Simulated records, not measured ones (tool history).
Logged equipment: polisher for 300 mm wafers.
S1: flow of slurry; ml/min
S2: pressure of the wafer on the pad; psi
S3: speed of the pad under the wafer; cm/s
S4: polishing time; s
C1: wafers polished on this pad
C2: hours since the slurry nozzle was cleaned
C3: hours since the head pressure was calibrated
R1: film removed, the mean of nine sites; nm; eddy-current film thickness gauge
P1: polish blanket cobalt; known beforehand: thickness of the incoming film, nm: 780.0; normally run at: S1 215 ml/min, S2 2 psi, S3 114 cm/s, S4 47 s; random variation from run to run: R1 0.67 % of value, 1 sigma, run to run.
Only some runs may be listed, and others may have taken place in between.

run,day,S1,S2,S3,S4,C1,C2,C3,R1
1,0.258,215,2,114,47,328,224.5,202.4,243.06
2,0.512,215,3.2,114,47,385,230.6,208.5,387.26
3,0.804,215,2,114,47,450,237.6,215.5,244.05
4,1.054,215,0.9,114,47,505,243.6,221.5,109.6
5,1.358,215,2,114,64,573,250.9,228.8,334.55
6,1.725,155,2,114,66,654,259.7,237.6,327.8
7,1.988,215,2,114,47,713,266,243.9,244.29
8,2.254,215,2,114,47,772,272.4,250.3,246.08
9,2.475,215,2,114,25,821,277.7,255.6,130.78
10,2.667,215,2,158,47,864,282.3,260.2,334.15
# day 2.833: head pressure recalibrated
11,2.892,215,2,60,47,914,287.7,1.4,129.22
12,3.071,155,3,114,47,954,292,5.7,346.75
13,3.383,215,2,114,47,1023,299.5,13.2,243.33
14,3.692,335,2,114,47,1092,306.9,20.6,250.57
15,3.954,130,2,114,47,1150,313.2,26.9,227.99
16,4.246,215,2,114,47,1215,320.2,33.9,242.17
17,4.517,215,2,114,47,1275,326.7,40.4,237.17
18,4.733,215,2,114,47,1323,331.9,45.6,235.32
19,4.996,215,2,114,47,1382,338.2,51.9,232.54
20,5.238,215,2,114,47,1435,344,57.7,228.9
21,5.446,215,2,114,47,1482,349,62.7,229.21
22,5.658,215,2,114,47,1529,354.1,67.8,227.53
# day 5.983: worn pad replaced by a new one
23,6.017,215,2,114,47,8,362.7,76.4,229.42
24,6.333,215,2,114,47,78,370.3,84,227.86
25,6.633,215,2,114,47,145,377.5,91.2,226.69

The output of P1 has drifted from where it used to be. Each of the 2 causes below, taken at the size shown beside it, accounts for the log equally well:
A: slurry flow missing at the pad, % = 36.9
B: head's pressure below its setpoint, % = 6.92
The process output started creeping at around day 4.246.
Every other cause this tool's parts could produce, and why it does not fit the log:
removal rate lost through wear of the pad, %: serviced after onset, at day 5.983, with no recovery of the prior output

Which of the 4 check runs listed below, each an average over 5 wafers with its results shown as question marks, gives clearly different results under the different listed causes?
check 1,6.933,215,2.7,114,47,,,,?
check 2,6.933,315,2,114,47,,,,?
check 3,6.933,215,1,114,47,,,,?
check 4,6.933,215,1.3,114,34,,,,?

Expected result of each check under each candidate cause:
check,result,if A,if B
check 1,R1,305.97,305.93
check 2,R1,241.01,235.82
check 3,R1,113.32,113.31
check 4,R1,106.57,106.56
Gap, in per cent, between the two causes that each check separates least, read from the result that separates them most: check 1 0.01 %; check 2 2.18 %; check 3 0.01 %; check 4 0.01 %
Check 2 is the one run that separates the causes; every other check would come out nearly the same whichever cause is at work.

The results of check 2 are: R1 241.36 nm. Based on these, which of the listed causes is it?

A is the cause: slurry flow missing at the pad, %.

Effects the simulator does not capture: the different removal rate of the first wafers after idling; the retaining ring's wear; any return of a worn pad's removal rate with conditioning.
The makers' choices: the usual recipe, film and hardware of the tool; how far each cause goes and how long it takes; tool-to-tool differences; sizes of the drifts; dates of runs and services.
